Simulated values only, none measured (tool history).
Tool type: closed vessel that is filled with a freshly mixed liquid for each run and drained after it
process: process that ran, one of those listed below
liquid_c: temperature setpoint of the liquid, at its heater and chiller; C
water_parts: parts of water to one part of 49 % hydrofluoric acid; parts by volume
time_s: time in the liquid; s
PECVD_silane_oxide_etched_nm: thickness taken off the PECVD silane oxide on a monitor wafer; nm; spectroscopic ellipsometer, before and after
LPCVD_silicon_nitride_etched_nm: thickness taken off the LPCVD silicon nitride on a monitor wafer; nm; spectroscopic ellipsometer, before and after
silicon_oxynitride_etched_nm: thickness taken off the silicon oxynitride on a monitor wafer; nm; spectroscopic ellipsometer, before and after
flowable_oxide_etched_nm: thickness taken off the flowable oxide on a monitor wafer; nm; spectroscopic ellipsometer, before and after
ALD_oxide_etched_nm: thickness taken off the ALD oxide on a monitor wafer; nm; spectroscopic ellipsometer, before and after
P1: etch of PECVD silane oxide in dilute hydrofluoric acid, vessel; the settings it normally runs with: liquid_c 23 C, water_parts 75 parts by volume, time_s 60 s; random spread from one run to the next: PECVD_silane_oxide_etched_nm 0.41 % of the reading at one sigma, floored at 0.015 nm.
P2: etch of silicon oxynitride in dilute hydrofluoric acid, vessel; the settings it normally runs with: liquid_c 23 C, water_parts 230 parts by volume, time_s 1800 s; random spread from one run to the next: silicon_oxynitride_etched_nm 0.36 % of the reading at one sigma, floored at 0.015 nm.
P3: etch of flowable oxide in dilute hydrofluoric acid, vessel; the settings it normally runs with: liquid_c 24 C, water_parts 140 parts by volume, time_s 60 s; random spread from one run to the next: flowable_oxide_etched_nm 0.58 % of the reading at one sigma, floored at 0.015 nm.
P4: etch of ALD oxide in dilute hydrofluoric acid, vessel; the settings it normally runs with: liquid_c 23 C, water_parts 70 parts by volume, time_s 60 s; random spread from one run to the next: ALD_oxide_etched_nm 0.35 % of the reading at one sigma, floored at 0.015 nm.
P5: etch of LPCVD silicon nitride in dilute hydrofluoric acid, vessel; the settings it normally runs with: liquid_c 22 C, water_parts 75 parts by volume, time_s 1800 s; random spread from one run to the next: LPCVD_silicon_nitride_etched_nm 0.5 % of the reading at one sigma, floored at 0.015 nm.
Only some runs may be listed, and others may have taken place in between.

run	day	process	liquid_c	water_parts	time_s	PECVD_silane_oxide_etched_nm	LPCVD_silicon_nitride_etched_nm	silicon_oxynitride_etched_nm	flowable_oxide_etched_nm	ALD_oxide_etched_nm
1	0.129	P1	23	75	60	22.23				
2	0.358	P5	22	75	1800		10.883			
3	0.533	P2	19	230	1800			13.272		
4	0.742	P3	24	140	30				6.7855	
5	0.996	P3	19.5	140	60				11.173	
6	1.225	P4	23	70	60					18.867
7	1.404	P2	23	230	1800			15.981		
8	1.575	P1	23	75	90	33.634				
9	1.796	P1	23	75	60	22.245				
10	1.925	P1	23	45	60	38.622				
11	2.129	P1	23	120	60	13.272				
12	2.271	P2	23	230	1800			16.064		
13	2.458	P5	22	75	2580		15.553			
14	2.588	P3	24	140	60				13.386	
15	2.75	P5	17	75	1800		7.6506			
# day 2.804: hydrofluoric acid flow meter replaced
16	2.996	P2	23	230	30			0.24175		
17	3.183	P4	17	70	60					14.638
18	3.3	P1	23	75	30	11.163				
19	3.562	P3	24	80	60				25.283	
20	3.775	P1	23	75	60	22.31				
21	3.896	P1	23	110	100	24.249				
22	4.029	P3	24	140	60				13.431	
23	4.196	P4	23	70	60					18.942
24	4.45	P1	30	30	60	79.184				
25	4.633	P4	23	70	100					31.562
26	4.85	P5	22	75	1800		10.821			
27	5.004	P1	17	75	60	17.374				
28	5.262	P1	23	75	60	22.18				
29	5.425	P4	23	35	60					39.375
30	5.65	P5	22	120	1800		6.8777			
31	5.804	P1	30	75	60	29.485				
32	5.958	P2	23	45	1800			94.07		
33	6.204	P1	23	75	60	22.523				
34	6.438	P1	23	75	60	21.234				
35	6.625	P1	23	75	60	20.919				
36	6.85	P1	23	75	60	20.78				
37	7.058	P1	23	75	60	20.556				
38	7.2	P1	23	75	60	20.511				
39	7.408	P1	23	75	60	20.442				

Compared with where it was, what P1 gives has crept away. Each cause listed below fits the log as well as the rest, at the size given for it:
A: hydrofluoric acid flow below the setpoint (%) = 7.53
B: liquid colder than its thermometer reads (K) = 2.1
The drift started at roughly day 6.204.

Below are 4 check runs, each on a single wafer, with their results shown as question marks. Which of them would tell the listed causes apart, meaning the causes would give clearly different results under it?
check 1	7.617	P3	24	140	60				?	
check 2	7.617	P5	22	75	1800		?			
check 3	7.617	P4	23	70	60					?
check 4	7.617	P2	23	230	1800			?		

Check results expected under each cause:
check	result	if A	if B
check 1	flowable_oxide_etched_nm	12.279	12.399
check 2	LPCVD_silicon_nitride_etched_nm	10.098	9.4479
check 3	ALD_oxide_etched_nm	17.35	17.33
check 4	silicon_oxynitride_etched_nm	14.583	14.541
Per check, the gap between the least separated pair of causes, taken in the result that splits them most: check 1 0.97 %; check 2 6.66 %; check 3 0.11 %; check 4 0.29 %
Check 2 is the one run that separates the causes; every other check would come out nearly the same whichever cause is at work.

Then check 2 was run and gave: LPCVD_silicon_nitride_etched_nm 10.063 nm. Which cause is it?

A is the cause: hydrofluoric acid flow below the setpoint (%).
